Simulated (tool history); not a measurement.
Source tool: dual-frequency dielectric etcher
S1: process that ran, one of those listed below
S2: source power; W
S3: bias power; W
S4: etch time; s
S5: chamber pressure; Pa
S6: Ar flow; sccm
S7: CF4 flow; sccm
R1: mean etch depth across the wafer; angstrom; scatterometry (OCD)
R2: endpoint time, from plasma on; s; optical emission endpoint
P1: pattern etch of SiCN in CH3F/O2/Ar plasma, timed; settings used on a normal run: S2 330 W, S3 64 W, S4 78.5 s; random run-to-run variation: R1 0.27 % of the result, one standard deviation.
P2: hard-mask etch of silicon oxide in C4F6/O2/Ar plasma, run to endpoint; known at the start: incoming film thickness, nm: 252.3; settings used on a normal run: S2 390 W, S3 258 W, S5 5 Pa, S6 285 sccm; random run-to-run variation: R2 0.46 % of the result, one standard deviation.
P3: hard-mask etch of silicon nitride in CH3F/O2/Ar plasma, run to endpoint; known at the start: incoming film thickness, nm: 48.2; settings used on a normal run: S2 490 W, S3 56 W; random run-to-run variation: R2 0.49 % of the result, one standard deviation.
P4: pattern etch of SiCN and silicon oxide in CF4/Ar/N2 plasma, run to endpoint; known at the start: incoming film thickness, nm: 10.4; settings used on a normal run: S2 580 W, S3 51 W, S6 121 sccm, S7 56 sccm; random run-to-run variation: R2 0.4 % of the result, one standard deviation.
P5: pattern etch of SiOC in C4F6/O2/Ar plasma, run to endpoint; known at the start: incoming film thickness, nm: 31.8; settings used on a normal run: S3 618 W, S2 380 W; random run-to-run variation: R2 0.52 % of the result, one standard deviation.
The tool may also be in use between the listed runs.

{"run": 1, "hour": 14.3, "S1": "P1", "S2": 330, "S3": 64, "S4": 78.5, "R1": 264.41}
{"run": 2, "hour": 32.0, "S1": "P2", "S2": 390, "S3": 258, "S5": 5, "S6": 358, "R2": 78.077}
{"run": 3, "hour": 47.6, "S1": "P1", "S2": 250, "S3": 64, "S4": 78.5, "R1": 238}
{"run": 4, "hour": 65.6, "S1": "P3", "S2": 490, "S3": 37, "R2": 80.575}
{"run": 5, "hour": 78.1, "S1": "P1", "S2": 330, "S3": 86, "S4": 78.5, "R1": 293.34}
{"run": 6, "hour": 89.9, "S1": "P4", "S2": 580, "S3": 37, "S6": 121, "S7": 56, "R2": 12.936}
{"run": 7, "hour": 101.7, "S1": "P1", "S2": 330, "S3": 40, "S4": 78.5, "R1": 225.8}
{"hour": 112.9, "done": "wet clean of the chamber"}
{"run": 8, "hour": 117.8, "S1": "P1", "S2": 330, "S3": 64, "S4": 78.5, "R1": 264.3}
{"run": 9, "hour": 133.5, "S1": "P4", "S2": 580, "S3": 51, "S6": 121, "S7": 40, "R2": 12.369}
{"run": 10, "hour": 150.4, "S1": "P3", "S2": 490, "S3": 56, "R2": 71.344}
{"run": 11, "hour": 159.6, "S1": "P1", "S2": 420, "S3": 64, "S4": 78.5, "R1": 289.87}
{"run": 12, "hour": 176.5, "S1": "P1", "S2": 330, "S3": 64, "S4": 78.5, "R1": 264.46}
{"run": 13, "hour": 184.7, "S1": "P5", "S2": 380, "S3": 618, "R2": 10.367}
{"run": 14, "hour": 193.5, "S1": "P1", "S2": 330, "S3": 64, "S4": 59.5, "R1": 199.8}
{"run": 15, "hour": 205.4, "S1": "P1", "S2": 330, "S3": 64, "S4": 110, "R1": 370.41}
{"run": 16, "hour": 217.1, "S1": "P3", "S2": 490, "S3": 56, "R2": 71.7}
{"hour": 225.8, "done": "source power generator calibrated"}
{"run": 17, "hour": 228.0, "S1": "P5", "S2": 230, "S3": 618, "R2": 12.436}
{"run": 18, "hour": 236.5, "S1": "P1", "S2": 330, "S3": 84, "S4": 48, "R1": 177.97}
{"run": 19, "hour": 245.7, "S1": "P2", "S2": 390, "S3": 184, "S5": 5, "S6": 285, "R2": 84.926}
{"run": 20, "hour": 260.5, "S1": "P2", "S2": 390, "S3": 258, "S5": 5, "S6": 285, "R2": 75.825}
{"run": 21, "hour": 273.1, "S1": "P4", "S2": 580, "S3": 51, "S6": 73, "S7": 56, "R2": 10.602}
{"run": 22, "hour": 290.2, "S1": "P4", "S2": 800, "S3": 51, "S6": 121, "S7": 56, "R2": 8.734}
{"run": 23, "hour": 307.6, "S1": "P2", "S2": 390, "S3": 258, "S5": 3.53, "S6": 285, "R2": 73.062}
{"run": 24, "hour": 317.8, "S1": "P1", "S2": 330, "S3": 64, "S4": 78.5, "R1": 263.73}
{"run": 25, "hour": 334.7, "S1": "P1", "S2": 330, "S3": 64, "S4": 78.5, "R1": 262.79}
{"run": 26, "hour": 346.6, "S1": "P2", "S2": 220, "S3": 258, "S5": 5, "S6": 285, "R2": 94.275}
{"run": 27, "hour": 361.5, "S1": "P4", "S2": 580, "S3": 51, "S6": 121, "S7": 56, "R2": 11.716}
{"run": 28, "hour": 374.8, "S1": "P1", "S2": 330, "S3": 64, "S4": 78.5, "R1": 265.01}
{"run": 29, "hour": 393.3, "S1": "P5", "S2": 380, "S3": 378, "R2": 12.489}
{"run": 30, "hour": 405.0, "S1": "P4", "S2": 580, "S3": 51, "S6": 121, "S7": 56, "R2": 11.638}
{"run": 31, "hour": 415.4, "S1": "P3", "S2": 380, "S3": 56, "R2": 78.198}
{"run": 32, "hour": 430.0, "S1": "P1", "S2": 330, "S3": 64, "S4": 78.5, "R1": 264.31}
{"run": 33, "hour": 446.7, "S1": "P1", "S2": 330, "S3": 64, "S4": 78.5, "R1": 265.68}
{"run": 34, "hour": 462.4, "S1": "P1", "S2": 330, "S3": 64, "S4": 78.5, "R1": 265.56}
{"run": 35, "hour": 473.8, "S1": "P1", "S2": 330, "S3": 64, "S4": 78.5, "R1": 266.68}
{"run": 36, "hour": 484.4, "S1": "P1", "S2": 330, "S3": 64, "S4": 78.5, "R1": 267.62}
{"run": 37, "hour": 502.4, "S1": "P1", "S2": 330, "S3": 64, "S4": 78.5, "R1": 268.19}
{"hour": 506.4, "done": "wet clean of the chamber"}
{"run": 38, "hour": 517.0, "S1": "P1", "S2": 330, "S3": 64, "S4": 78.5, "R1": 266.14}
{"run": 39, "hour": 532.9, "S1": "P1", "S2": 330, "S3": 64, "S4": 78.5, "R1": 267.06}
{"run": 40, "hour": 543.9, "S1": "P1", "S2": 330, "S3": 64, "S4": 78.5, "R1": 267.59}

Compared with where it was, what P1 gives has crept away. Each cause listed below fits the log as well as the rest, at the size given for it:
A: bias power that arrives over what is set, % = 3.98
B: source power that arrives over what is set, % = 3.69
The creep began at about hour 430.
Why every other cause is out:
chamber walls in a state that raises the etch rate, %: maintenance at hour 506.4, after the shift began, did not return the process to its former output

The 4 check runs listed below each average the results of 2 wafers, and their outcomes are marked with question marks. Under which run would the listed causes produce clearly different results?
{"run": "check 1", "hour": 554.9, "S1": "P3", "S2": 420, "S3": 40, "R2": "?"}
{"run": "check 2", "hour": 554.9, "S1": "P4", "S2": 790, "S3": 51, "S6": 79, "S7": 56, "R2": "?"}
{"run": "check 3", "hour": 554.9, "S1": "P5", "S2": 260, "S3": 618, "R2": "?"}
{"run": "check 4", "hour": 554.9, "S1": "P2", "S2": 390, "S3": 188, "S5": 5, "S6": 285, "R2": "?"}

What each check would give under each cause:
check=check_1 result=R2 if_A=83.349 if_B=83.106
check=check_2 result=R2 if_A=8.073 if_B=7.9055
check=check_3 result=R2 if_A=11.691 if_B=11.716
check=check_4 result=R2 if_A=83.001 if_B=82.872
How far apart the two closest causes lie, in the result that separates them most: check 1 0.29 %; check 2 2.1 %; check 3 0.22 %; check 4 0.16 %
Check 2 tells the causes apart: in the others they would give nearly the same result.

Here is what check 2 returned: R2 8.0404 s. Which cause is it?

It was cause A: bias power that arrives over what is set, %.

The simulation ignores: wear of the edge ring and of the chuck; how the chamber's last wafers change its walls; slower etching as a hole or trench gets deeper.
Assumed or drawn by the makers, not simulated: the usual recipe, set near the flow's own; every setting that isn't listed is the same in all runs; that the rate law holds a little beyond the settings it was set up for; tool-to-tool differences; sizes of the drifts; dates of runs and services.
